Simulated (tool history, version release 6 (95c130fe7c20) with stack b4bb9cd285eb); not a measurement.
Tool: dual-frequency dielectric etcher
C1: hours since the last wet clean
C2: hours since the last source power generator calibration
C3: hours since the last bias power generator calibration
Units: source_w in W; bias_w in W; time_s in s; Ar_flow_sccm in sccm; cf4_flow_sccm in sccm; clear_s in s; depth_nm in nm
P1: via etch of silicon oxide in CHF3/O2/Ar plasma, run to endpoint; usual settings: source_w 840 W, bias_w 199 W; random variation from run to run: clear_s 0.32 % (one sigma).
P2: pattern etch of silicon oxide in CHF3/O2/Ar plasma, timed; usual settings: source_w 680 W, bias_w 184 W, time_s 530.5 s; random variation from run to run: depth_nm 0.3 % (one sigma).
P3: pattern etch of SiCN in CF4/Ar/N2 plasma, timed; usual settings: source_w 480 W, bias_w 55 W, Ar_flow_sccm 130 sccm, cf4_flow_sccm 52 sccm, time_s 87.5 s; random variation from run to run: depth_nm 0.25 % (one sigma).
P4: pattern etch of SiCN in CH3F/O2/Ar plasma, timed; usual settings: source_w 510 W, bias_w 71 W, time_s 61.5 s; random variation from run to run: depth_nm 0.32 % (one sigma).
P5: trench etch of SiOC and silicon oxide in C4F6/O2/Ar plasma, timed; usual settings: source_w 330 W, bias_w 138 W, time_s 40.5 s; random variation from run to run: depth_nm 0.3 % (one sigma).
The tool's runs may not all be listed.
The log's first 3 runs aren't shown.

Run 4, hour 27.6: process P5, source_w 330 W, bias_w 186 W, time_s 40.5 s; C1 208.9; C2 2279.3; C3 1016.2. Result: depth_nm 73.965 nm.
Run 5, hour 33.2: process P2, source_w 680 W, bias_w 184 W, time_s 393.0 s; C1 214.5; C2 2284.9; C3 1021.8. Result: depth_nm 833.680 nm.
Run 6, hour 41.0: process P3, source_w 480 W, bias_w 55 W, time_s 87.5 s, Ar_flow_sccm 130 sccm, cf4_flow_sccm 52 sccm; C1 222.3; C2 2292.7; C3 1029.6. Result: depth_nm 67.427 nm.
Run 7, hour 47.9: process P1, source_w 840 W, bias_w 199 W; C1 229.2; C2 2299.6; C3 1036.5. Result: clear_s 200.13 s.
Run 8, hour 55.6: process P1, source_w 840 W, bias_w 244 W; C1 236.9; C2 2307.3; C3 1044.2. Result: clear_s 184.77 s.
Run 9, hour 61.9: process P1, source_w 840 W, bias_w 136 W; C1 243.2; C2 2313.6; C3 1050.5. Result: clear_s 225.22 s.
Run 10, hour 69.6: process P4, source_w 510 W, bias_w 71 W, time_s 84.0 s; C1 250.9; C2 2321.3; C3 1058.2. Result: depth_nm 34.552 nm.
Run 11, hour 76.9: process P3, source_w 480 W, bias_w 55 W, time_s 87.5 s, Ar_flow_sccm 87 sccm, cf4_flow_sccm 52 sccm; C1 258.2; C2 2328.6; C3 1065.5. Result: depth_nm 72.177 nm.
Run 12, hour 85.8: process P3, source_w 480 W, bias_w 55 W, time_s 63.0 s, Ar_flow_sccm 130 sccm, cf4_flow_sccm 52 sccm; C1 267.1; C2 2337.5; C3 1074.4. Result: depth_nm 48.378 nm.
Run 13, hour 90.8: process P3, source_w 480 W, bias_w 55 W, time_s 87.5 s, Ar_flow_sccm 130 sccm, cf4_flow_sccm 72 sccm; C1 272.1; C2 2342.5; C3 1079.4. Result: depth_nm 71.404 nm.
Run 14, hour 96.3: process P2, source_w 950 W, bias_w 184 W, time_s 530.5 s; C1 277.6; C2 2348.0; C3 1084.9. Result: depth_nm 1273.800 nm.
Run 15, hour 103.6: process P1, source_w 840 W, bias_w 199 W; C1 284.9; C2 2355.3; C3 1092.2. Result: clear_s 199.69 s.
Run 16, hour 108.7: process P5, source_w 330 W, bias_w 138 W, time_s 50.0 s; C1 290.0; C2 2360.4; C3 1097.3. Result: depth_nm 83.029 nm.
Run 17, hour 114.7: process P1, source_w 1030 W, bias_w 199 W; C1 296.0; C2 2366.4; C3 1103.3. Result: clear_s 185.49 s.
Run 18, hour 120.7: process P1, source_w 1100 W, bias_w 123 W; C1 302.0; C2 2372.4; C3 1109.3. Result: clear_s 208.43 s.
Run 19, hour 126.7: process P1, source_w 840 W, bias_w 199 W; C1 308.0; C2 2378.4; C3 1115.3. Result: clear_s 199.48 s.
Run 20, hour 131.1: process P1, source_w 840 W, bias_w 199 W; C1 312.4; C2 2382.8; C3 1119.7. Result: clear_s 200.21 s.
Run 21, hour 139.1: process P2, source_w 680 W, bias_w 224 W, time_s 530.5 s; C1 320.4; C2 2390.8; C3 1127.7. Result: depth_nm 1205.800 nm.
Run 22, hour 145.7: process P2, source_w 680 W, bias_w 184 W, time_s 530.5 s; C1 327.0; C2 2397.4; C3 1134.3. Result: depth_nm 1132.200 nm.
Run 23, hour 151.1: process P4, source_w 510 W, bias_w 96 W, time_s 61.5 s; C1 332.4; C2 2402.8; C3 1139.7. Result: depth_nm 27.924 nm.
Run 24, hour 159.4: process P1, source_w 540 W, bias_w 199 W; C1 340.7; C2 2411.1; C3 1148.0. Result: clear_s 236.44 s.
Run 25, hour 164.3: process P5, source_w 240 W, bias_w 138 W, time_s 40.5 s; C1 345.6; C2 2416.0; C3 1152.9. Result: depth_nm 59.130 nm.
Run 26, hour 169.2: process P1, source_w 840 W, bias_w 199 W; C1 350.5; C2 2420.9; C3 1157.8. Result: clear_s 199.11 s.
Run 27, hour 176.7: process P5, source_w 330 W, bias_w 138 W, time_s 40.5 s; C1 358.0; C2 2428.4; C3 1165.3. Result: depth_nm 66.836 nm.

Run 28 comes next. What will it give?
Run 28, hour 184.0: process P3, source_w 480 W, bias_w 55 W, time_s 87.5 s, Ar_flow_sccm 130 sccm, cf4_flow_sccm 52 sccm; C1 365.3; C2 2435.7; C3 1172.6. Result: depth_nm ?.

Run 28 gave depth_nm 67.483 nm.

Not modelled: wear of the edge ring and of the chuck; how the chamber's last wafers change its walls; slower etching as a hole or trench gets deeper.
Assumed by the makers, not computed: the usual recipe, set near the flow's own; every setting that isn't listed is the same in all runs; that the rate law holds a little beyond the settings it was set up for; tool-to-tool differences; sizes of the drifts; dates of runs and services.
